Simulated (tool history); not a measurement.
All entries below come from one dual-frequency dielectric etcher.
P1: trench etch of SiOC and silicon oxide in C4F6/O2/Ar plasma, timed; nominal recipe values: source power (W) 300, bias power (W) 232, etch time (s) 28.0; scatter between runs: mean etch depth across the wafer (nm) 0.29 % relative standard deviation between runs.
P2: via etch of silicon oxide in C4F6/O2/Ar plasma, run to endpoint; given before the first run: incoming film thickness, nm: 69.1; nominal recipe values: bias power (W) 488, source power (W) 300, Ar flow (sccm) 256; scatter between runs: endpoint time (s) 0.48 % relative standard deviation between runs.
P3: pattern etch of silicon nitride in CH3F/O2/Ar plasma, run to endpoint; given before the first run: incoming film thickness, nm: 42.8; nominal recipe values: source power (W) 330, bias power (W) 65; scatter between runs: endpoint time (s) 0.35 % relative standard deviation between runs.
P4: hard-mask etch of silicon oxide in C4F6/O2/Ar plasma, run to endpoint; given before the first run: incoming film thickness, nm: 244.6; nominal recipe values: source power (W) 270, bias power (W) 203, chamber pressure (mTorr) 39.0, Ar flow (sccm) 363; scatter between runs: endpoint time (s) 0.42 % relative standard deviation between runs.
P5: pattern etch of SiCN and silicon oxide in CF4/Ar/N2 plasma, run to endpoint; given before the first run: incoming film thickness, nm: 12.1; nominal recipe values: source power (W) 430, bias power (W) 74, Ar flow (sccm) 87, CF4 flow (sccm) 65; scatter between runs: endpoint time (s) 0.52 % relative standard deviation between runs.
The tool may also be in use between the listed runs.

run	day	process that ran	source power (W)	bias power (W)	etch time (s)	Ar flow (sccm)	CF4 flow (sccm)	chamber pressure (mTorr)	hours since the last wet clean	hours since the last source power generator calibration	hours since the last bias power generator calibration	mean etch depth across the wafer (nm)	endpoint time (s)
1	0.454	P1	300	232	28.0				281.9	1536.2	3346.7	54.257	
2	0.900	P1	240	232	28.0				292.6	1546.9	3357.4	49.919	
3	1.117	P1	300	232	28.0				297.8	1552.1	3362.6	54.208	
4	1.538	P5	430	74		87	65		307.9	1562.2	3372.7		14.088
5	2.008	P5	430	74		87	80		319.2	1573.5	3384.0		13.793
6	2.379	P4	270	120		363		39.0	328.1	1582.4	3392.9		109.500
7	2.700	P4	270	203		363		39.0	335.8	1590.1	3400.6		92.348
8	3.079	P1	300	232	36.0				344.9	1599.2	3409.7	69.576	
9	3.538	P1	300	232	28.0				355.9	1610.2	3420.7	54.515	
10	3.904	P2	300	599		256			364.7	1619.0	3429.5		15.949
11	4.162	P3	460	65					370.9	1625.2	3435.7		61.233
12	4.554	P5	430	74		122	65		380.3	1634.6	3445.1		14.830
13	5.008	P1	300	179	28.0				391.2	1645.5	3456.0	49.819	
14	5.458	P1	300	232	18.5				402.0	1656.3	3466.8	35.802	
15	5.808	P2	190	488		256			410.4	1664.7	3475.2		20.421
16	6.267	P1	300	232	28.0				421.4	1675.7	3486.2	54.259	
17	6.579	P1	420	232	28.0				428.9	1683.2	3493.7	61.750	
18	7.046	P4	270	203		363		31.5	440.1	1694.4	3504.9		90.368
19	7.433	P4	270	203		363		39.0	449.4	1703.7	3514.2		93.223
20	7.854	P5	430	74		87	65		459.5	1713.8	3524.3		14.159
21	8.200	P2	300	488		256			467.8	1722.1	3532.6		17.393
22	8.433	P2	300	488		256			473.4	1727.7	3538.2		17.311
23	8.767	P1	300	145	20.0				481.4	1735.7	3546.2	33.173	
24	9.008	P1	300	232	28.0				487.2	1741.5	3552.0	54.207	
25	9.496	P1	300	232	28.0				498.9	1753.2	3563.7	54.057	
26	9.754	P4	270	203		498		39.0	505.1	1759.4	3569.9		96.003
27	10.150	P5	260	74		87	65		514.6	1768.9	3579.4		21.918
28	10.525	P1	300	232	28.0				523.6	1777.9	3588.4	54.332	
29	10.879	P3	330	65					532.1	1786.4	3596.9		69.857
30	11.138	P5	430	44		87	65		538.3	1792.6	3603.1		16.646
31	11.629	P1	300	299	28.0				550.1	1804.4	3614.9	58.988	
32	11.912	P3	330	81					556.9	1811.2	3621.7		64.481
33	12.254	P2	300	488		158			565.1	1819.4	3629.9		16.392
34	12.642	P4	180	203		363		39.0	574.4	1828.7	3639.2		107.990
35	12.971	P1	300	305	15.5				582.3	1836.6	3647.1	32.980	
36	13.292	P1	300	232	28.0				590.0	1844.3	3654.8	54.267	
37	13.667	P1	300	232	28.0				599.0	1853.3	3663.8	53.866	
38	13.896	P1	300	232	28.0				604.5	1858.8	3669.3	53.831	
39	14.229	P1	300	232	28.0				612.5	1866.8	3677.3	53.632	
# day 14.575: wet clean of the chamber
40	14.592	P1	300	232	28.0				0.5	1875.5	3686.0	53.371	
41	15.092	P1	300	232	28.0				12.5	1887.5	3698.0	53.377	
42	15.579	P1	300	232	28.0				24.2	1899.2	3709.7	53.156	
43	15.883	P1	300	232	28.0				31.5	1906.5	3717.0	53.540	

Compared with where it was, what P1 gives has crept away. Each cause listed below fits the log as well as the rest, at the size given for it:
A: bias power that arrives under what is set, % = 4.65
B: source power that arrives under what is set, % = 4.14
Onset of the creep was near day 13.292.
Ruled out, with reasons:
chamber walls in a state that lowers the etch rate, %: serviced at day 14.575, which brought nothing back

Of the 4 check runs below, each run on 3 wafers with the results averaged and each result still a question mark, which one would tell the listed causes apart?
check 1	16.188	P3	450	65									?
check 2	16.188	P5	430	46		99	65						?
check 3	16.188	P4	230	124		363		39.0					?
check 4	16.188	P2	230	488		176							?

What each check would give under each cause:
check	result	if A	if B
check 1	endpoint time (s)	62.896	62.927
check 2	endpoint time (s)	17.056	17.456
check 3	endpoint time (s)	117.050	117.310
check 4	endpoint time (s)	18.612	18.562
Gap, in per cent, between the two causes that each check separates least, read from the result that separates them most: check 1 0.05 %; check 2 2.32 %; check 3 0.23 %; check 4 0.27 %
Check 2 tells the causes apart: in the others they would give nearly the same result.

After running check 2, the following was obtained: endpoint time (s) 17.122. Which cause does this point to?

The cause is A: bias power that arrives under what is set, %.
